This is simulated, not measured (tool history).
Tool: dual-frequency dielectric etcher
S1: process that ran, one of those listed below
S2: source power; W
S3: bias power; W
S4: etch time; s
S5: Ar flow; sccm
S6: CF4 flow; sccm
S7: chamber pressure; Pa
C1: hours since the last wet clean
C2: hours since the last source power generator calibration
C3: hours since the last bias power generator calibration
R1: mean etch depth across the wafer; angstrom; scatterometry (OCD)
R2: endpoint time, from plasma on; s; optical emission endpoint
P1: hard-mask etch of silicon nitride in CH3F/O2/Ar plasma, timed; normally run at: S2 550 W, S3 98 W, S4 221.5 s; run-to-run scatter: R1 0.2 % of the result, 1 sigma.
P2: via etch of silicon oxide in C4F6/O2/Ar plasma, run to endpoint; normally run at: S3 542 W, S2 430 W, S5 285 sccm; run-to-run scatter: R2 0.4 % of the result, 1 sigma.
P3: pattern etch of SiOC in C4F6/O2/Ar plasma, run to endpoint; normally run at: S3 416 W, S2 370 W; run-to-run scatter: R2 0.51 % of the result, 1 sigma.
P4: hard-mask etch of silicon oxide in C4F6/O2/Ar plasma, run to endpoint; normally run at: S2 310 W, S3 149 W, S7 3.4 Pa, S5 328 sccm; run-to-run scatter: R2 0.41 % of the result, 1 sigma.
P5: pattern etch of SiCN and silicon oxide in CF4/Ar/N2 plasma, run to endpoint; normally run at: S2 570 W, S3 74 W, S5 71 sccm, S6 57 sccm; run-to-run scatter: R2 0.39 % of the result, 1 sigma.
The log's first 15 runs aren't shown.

| run | hour | S1 | S2 | S3 | S4 | S5 | S6 | S7 | C1 | C2 | C3 | R1 | R2 |
|---|---|---|---|---|---|---|---|---|---|---|---|---|---|
|  | 197.6 | bias power generator calibrated |
| 16 | 198.6 | P2 | 260 | 542 |  | 285 |  |  | 383.3 | 798.4 | 1 |  | 18.817 |
| 17 | 211.4 | P1 | 720 | 66 | 221.5 |  |  |  | 396.1 | 811.2 | 13.8 | 1960 |  |
| 18 | 222.8 | P1 | 550 | 98 | 323 |  |  |  | 407.5 | 822.6 | 25.2 | 2942.1 |  |
| 19 | 236.4 | P4 | 310 | 149 |  | 328 |  | 3.4 | 421.1 | 836.2 | 38.8 |  | 103.71 |
| 20 | 251.3 | P5 | 570 | 74 |  | 90 | 57 |  | 436 | 851.1 | 53.7 |  | 13.439 |
| 21 | 265.5 | P3 | 370 | 416 |  |  |  |  | 450.2 | 865.3 | 67.9 |  | 12.089 |
| 22 | 279.6 | P3 | 370 | 529 |  |  |  |  | 464.3 | 879.4 | 82 |  | 10.972 |
| 23 | 292.6 | P5 | 570 | 74 |  | 71 | 57 |  | 477.3 | 892.4 | 95 |  | 12.84 |
| 24 | 310 | P4 | 240 | 149 |  | 328 |  | 3.4 | 494.7 | 909.8 | 112.4 |  | 114.52 |
| 25 | 318.5 | P5 | 570 | 74 |  | 71 | 57 |  | 503.2 | 918.3 | 120.9 |  | 12.932 |
| 26 | 330.3 | P1 | 550 | 98 | 221.5 |  |  |  | 515 | 930.1 | 132.7 | 2030 |  |
| 27 | 346.2 | P4 | 310 | 149 |  | 425 |  | 3.4 | 530.9 | 946 | 148.6 |  | 107.04 |
| 28 | 354.1 | P1 | 550 | 98 | 221.5 |  |  |  | 538.8 | 953.9 | 156.5 | 2015.7 |  |
| 29 | 370.8 | P3 | 370 | 416 |  |  |  |  | 555.5 | 970.6 | 173.2 |  | 12.032 |
| 30 | 380 | P1 | 550 | 128 | 221.5 |  |  |  | 564.7 | 979.8 | 182.4 | 2242.7 |  |

The next listed run, before its measurement:
| 31 | 396.2 | P1 | 440 | 98 | 221.5 |  |  |  | 580.9 | 996 | 198.6 | ? |  |

{"run 31": {"R1": 1860.6}}
